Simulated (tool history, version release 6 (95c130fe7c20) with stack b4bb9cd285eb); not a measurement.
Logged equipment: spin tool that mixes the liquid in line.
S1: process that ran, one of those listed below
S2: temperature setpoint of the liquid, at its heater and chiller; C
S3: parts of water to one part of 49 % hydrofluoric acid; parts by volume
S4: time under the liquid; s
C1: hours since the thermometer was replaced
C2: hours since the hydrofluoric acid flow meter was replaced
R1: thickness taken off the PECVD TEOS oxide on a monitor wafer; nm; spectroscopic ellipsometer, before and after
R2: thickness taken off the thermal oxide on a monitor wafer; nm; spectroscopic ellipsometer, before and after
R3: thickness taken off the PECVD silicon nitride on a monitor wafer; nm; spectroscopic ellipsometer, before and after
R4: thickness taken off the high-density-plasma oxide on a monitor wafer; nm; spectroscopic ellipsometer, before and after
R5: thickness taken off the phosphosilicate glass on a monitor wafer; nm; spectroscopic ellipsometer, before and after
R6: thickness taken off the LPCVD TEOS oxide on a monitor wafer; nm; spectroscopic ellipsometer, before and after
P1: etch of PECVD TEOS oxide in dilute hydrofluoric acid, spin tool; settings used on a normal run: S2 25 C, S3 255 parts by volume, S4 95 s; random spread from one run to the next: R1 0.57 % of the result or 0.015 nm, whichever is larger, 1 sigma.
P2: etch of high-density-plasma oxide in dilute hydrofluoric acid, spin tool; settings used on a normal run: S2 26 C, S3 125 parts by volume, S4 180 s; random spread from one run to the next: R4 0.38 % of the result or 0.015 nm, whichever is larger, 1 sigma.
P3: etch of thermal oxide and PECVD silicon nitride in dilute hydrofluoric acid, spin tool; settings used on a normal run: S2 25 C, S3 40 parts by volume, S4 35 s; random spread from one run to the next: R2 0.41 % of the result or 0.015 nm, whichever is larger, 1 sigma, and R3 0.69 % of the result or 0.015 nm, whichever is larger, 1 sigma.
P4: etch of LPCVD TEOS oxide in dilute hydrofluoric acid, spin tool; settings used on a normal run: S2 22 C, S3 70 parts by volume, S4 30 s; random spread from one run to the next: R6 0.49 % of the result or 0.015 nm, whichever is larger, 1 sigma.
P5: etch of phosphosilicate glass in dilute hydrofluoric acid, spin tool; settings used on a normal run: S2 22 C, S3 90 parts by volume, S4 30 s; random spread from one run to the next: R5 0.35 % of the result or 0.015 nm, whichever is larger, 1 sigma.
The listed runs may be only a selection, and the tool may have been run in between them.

{"run": 1, "hour": 7.0, "S1": "P1", "S2": 25, "S3": 255, "S4": 95, "C1": 622.8, "C2": 588, "R1": 4.1235}
{"run": 2, "hour": 22.5, "S1": "P1", "S2": 25, "S3": 255, "S4": 135, "C1": 638.3, "C2": 603.5, "R1": 5.8778}
{"run": 3, "hour": 37.6, "S1": "P3", "S2": 25, "S3": 40, "S4": 35, "C1": 653.4, "C2": 618.6, "R2": 4.963, "R3": 3.3835}
{"run": 4, "hour": 45.4, "S1": "P3", "S2": 19.5, "S3": 40, "S4": 35, "C1": 661.2, "C2": 626.4, "R2": 3.9921, "R3": 2.4059}
{"run": 5, "hour": 61.4, "S1": "P2", "S2": 26, "S3": 220, "S4": 180, "C1": 677.2, "C2": 642.4, "R4": 3.818}
{"run": 6, "hour": 71.1, "S1": "P1", "S2": 25, "S3": 255, "S4": 95, "C1": 686.9, "C2": 652.1, "R1": 4.1396}
{"run": 7, "hour": 80.5, "S1": "P2", "S2": 26, "S3": 125, "S4": 180, "C1": 696.3, "C2": 661.5, "R4": 7.6594}
{"run": 8, "hour": 93.8, "S1": "P3", "S2": 25, "S3": 20, "S4": 35, "C1": 709.6, "C2": 674.8, "R2": 10.272, "R3": 6.6722}
{"run": 9, "hour": 101.3, "S1": "P5", "S2": 22, "S3": 90, "S4": 55, "C1": 717.1, "C2": 682.3, "R5": 62.952}
{"run": 10, "hour": 112.3, "S1": "P4", "S2": 22, "S3": 70, "S4": 30, "C1": 728.1, "C2": 693.3, "R6": 11.754}
{"run": 11, "hour": 126.5, "S1": "P5", "S2": 22, "S3": 150, "S4": 30, "C1": 742.3, "C2": 707.5, "R5": 19.353}
{"run": 12, "hour": 136.1, "S1": "P1", "S2": 30.5, "S3": 255, "S4": 95, "C1": 751.9, "C2": 717.1, "R1": 5.026}
{"run": 13, "hour": 150.8, "S1": "P1", "S2": 25, "S3": 255, "S4": 95, "C1": 766.6, "C2": 731.8, "R1": 4.1589}
{"run": 14, "hour": 162.3, "S1": "P4", "S2": 22, "S3": 70, "S4": 30, "C1": 778.1, "C2": 743.3, "R6": 11.748}
{"run": 15, "hour": 176.5, "S1": "P4", "S2": 22, "S3": 70, "S4": 15, "C1": 792.3, "C2": 757.5, "R6": 5.9138}
{"run": 16, "hour": 190.9, "S1": "P5", "S2": 28.5, "S3": 90, "S4": 30, "C1": 806.7, "C2": 771.9, "R5": 44.302}
{"run": 17, "hour": 201.8, "S1": "P1", "S2": 25, "S3": 255, "S4": 95, "C1": 817.6, "C2": 782.8, "R1": 4.1117}
{"run": 18, "hour": 215.5, "S1": "P1", "S2": 25, "S3": 255, "S4": 95, "C1": 831.3, "C2": 796.5, "R1": 4.1467}
{"run": 19, "hour": 224.6, "S1": "P1", "S2": 20, "S3": 455, "S4": 95, "C1": 840.4, "C2": 805.6, "R1": 1.6231}
{"run": 20, "hour": 238.8, "S1": "P2", "S2": 26, "S3": 125, "S4": 350, "C1": 854.6, "C2": 819.8, "R4": 14.765}
{"run": 21, "hour": 254.5, "S1": "P5", "S2": 22, "S3": 90, "S4": 30, "C1": 870.3, "C2": 835.5, "R5": 34.308}
{"run": 22, "hour": 263.3, "S1": "P1", "S2": 25, "S3": 415, "S4": 160, "C1": 879.1, "C2": 844.3, "R1": 3.6608}
{"run": 23, "hour": 275.2, "S1": "P1", "S2": 18.5, "S3": 255, "S4": 95, "C1": 891, "C2": 856.2, "R1": 3.2592}
{"run": 24, "hour": 291.2, "S1": "P1", "S2": 25, "S3": 350, "S4": 95, "C1": 907, "C2": 872.2, "R1": 2.7434}
{"run": 25, "hour": 305.2, "S1": "P2", "S2": 33.5, "S3": 125, "S4": 180, "C1": 921, "C2": 886.2, "R4": 10.127}
{"run": 26, "hour": 317.5, "S1": "P4", "S2": 22, "S3": 130, "S4": 30, "C1": 933.3, "C2": 898.5, "R6": 5.8974}
{"run": 27, "hour": 333.4, "S1": "P1", "S2": 25, "S3": 255, "S4": 95, "C1": 949.2, "C2": 914.4, "R1": 4.1514}
{"run": 28, "hour": 343.2, "S1": "P1", "S2": 25, "S3": 255, "S4": 95, "C1": 959, "C2": 924.2, "R1": 4.1188}
{"run": 29, "hour": 355.4, "S1": "P4", "S2": 17, "S3": 70, "S4": 30, "C1": 971.2, "C2": 936.4, "R6": 9.5753}
{"run": 30, "hour": 371.2, "S1": "P1", "S2": 25, "S3": 40, "S4": 95, "C1": 987, "C2": 952.2, "R1": 34.009}
{"run": 31, "hour": 380.5, "S1": "P1", "S2": 21, "S3": 70, "S4": 95, "C1": 996.3, "C2": 961.5, "R1": 15.933}
{"run": 32, "hour": 394.5, "S1": "P3", "S2": 25, "S3": 40, "S4": 55, "C1": 1010.3, "C2": 975.5, "R2": 7.7621, "R3": 5.4197}
{"run": 33, "hour": 404.7, "S1": "P3", "S2": 25, "S3": 40, "S4": 35, "C1": 1020.5, "C2": 985.7, "R2": 4.962, "R3": 3.4279}
{"run": 34, "hour": 414.3, "S1": "P1", "S2": 25, "S3": 255, "S4": 15, "C1": 1030.1, "C2": 995.3, "R1": 0.60829}
{"run": 35, "hour": 421.7, "S1": "P1", "S2": 25, "S3": 255, "S4": 95, "C1": 1037.5, "C2": 1002.7, "R1": 4.1939}
{"run": 36, "hour": 430.9, "S1": "P1", "S2": 25, "S3": 255, "S4": 95, "C1": 1046.7, "C2": 1011.9, "R1": 4.0854}
{"run": 37, "hour": 445.8, "S1": "P1", "S2": 25, "S3": 255, "S4": 95, "C1": 1061.6, "C2": 1026.8, "R1": 3.9765}
{"run": 38, "hour": 459.4, "S1": "P1", "S2": 25, "S3": 255, "S4": 95, "C1": 1075.2, "C2": 1040.4, "R1": 3.9633}
{"run": 39, "hour": 473.7, "S1": "P1", "S2": 25, "S3": 255, "S4": 95, "C1": 1089.5, "C2": 1054.7, "R1": 3.9128}
{"run": 40, "hour": 481.8, "S1": "P1", "S2": 25, "S3": 255, "S4": 95, "C1": 1097.6, "C2": 1062.8, "R1": 3.922}
{"run": 41, "hour": 489.4, "S1": "P1", "S2": 25, "S3": 255, "S4": 95, "C1": 1105.2, "C2": 1070.4, "R1": 3.9757}

What P1 gives has crept away from where it was. These 2 causes fit the log equally well, each at the size given:
A: hydrofluoric acid flow below the setpoint (%) = 4.29
B: liquid colder than its thermometer reads (K) = 1.57
The onset of the drift is placed at about hour 421.7.

The check runs listed below each take one wafer, and their results are still question marks. Under which run would the listed causes lead to clearly different results?
{"run": "check 1", "hour": 497.0, "S1": "P2", "S2": 26, "S3": 175, "S4": 180, "R4": "?"}
{"run": "check 2", "hour": 497.0, "S1": "P4", "S2": 22, "S3": 125, "S4": 30, "R6": "?"}
{"run": "check 3", "hour": 497.0, "S1": "P3", "S2": 19.5, "S3": 40, "S4": 55, "R2": "?", "R3": "?"}
{"run": "check 4", "hour": 497.0, "S1": "P5", "S2": 27.5, "S3": 125, "S4": 30, "R5": "?"}

Outcome of each check run for each possible cause:
check=check_1 result=R4 if_A=4.8673 if_B=4.8412
check=check_2 result=R6 if_A=5.8788 if_B=5.8051
check=check_3 result=R2 if_A=5.9073 if_B=5.7793
check=check_3 result=R3 if_A=3.5586 if_B=3.324
check=check_4 result=R5 if_A=27.892 if_B=27.655
Per-check spread between the two closest causes, in the result where they differ most: check 1 0.54 %; check 2 1.26 %; check 3 6.82 %; check 4 0.85 %
The causes can be told apart only by check 3. The other checks would give nearly the same results under each of them.

After running check 3, the following was obtained: R2 5.9249 nm; R3 3.5948 nm. Which cause does this point to?

It was cause A: hydrofluoric acid flow below the setpoint (%).

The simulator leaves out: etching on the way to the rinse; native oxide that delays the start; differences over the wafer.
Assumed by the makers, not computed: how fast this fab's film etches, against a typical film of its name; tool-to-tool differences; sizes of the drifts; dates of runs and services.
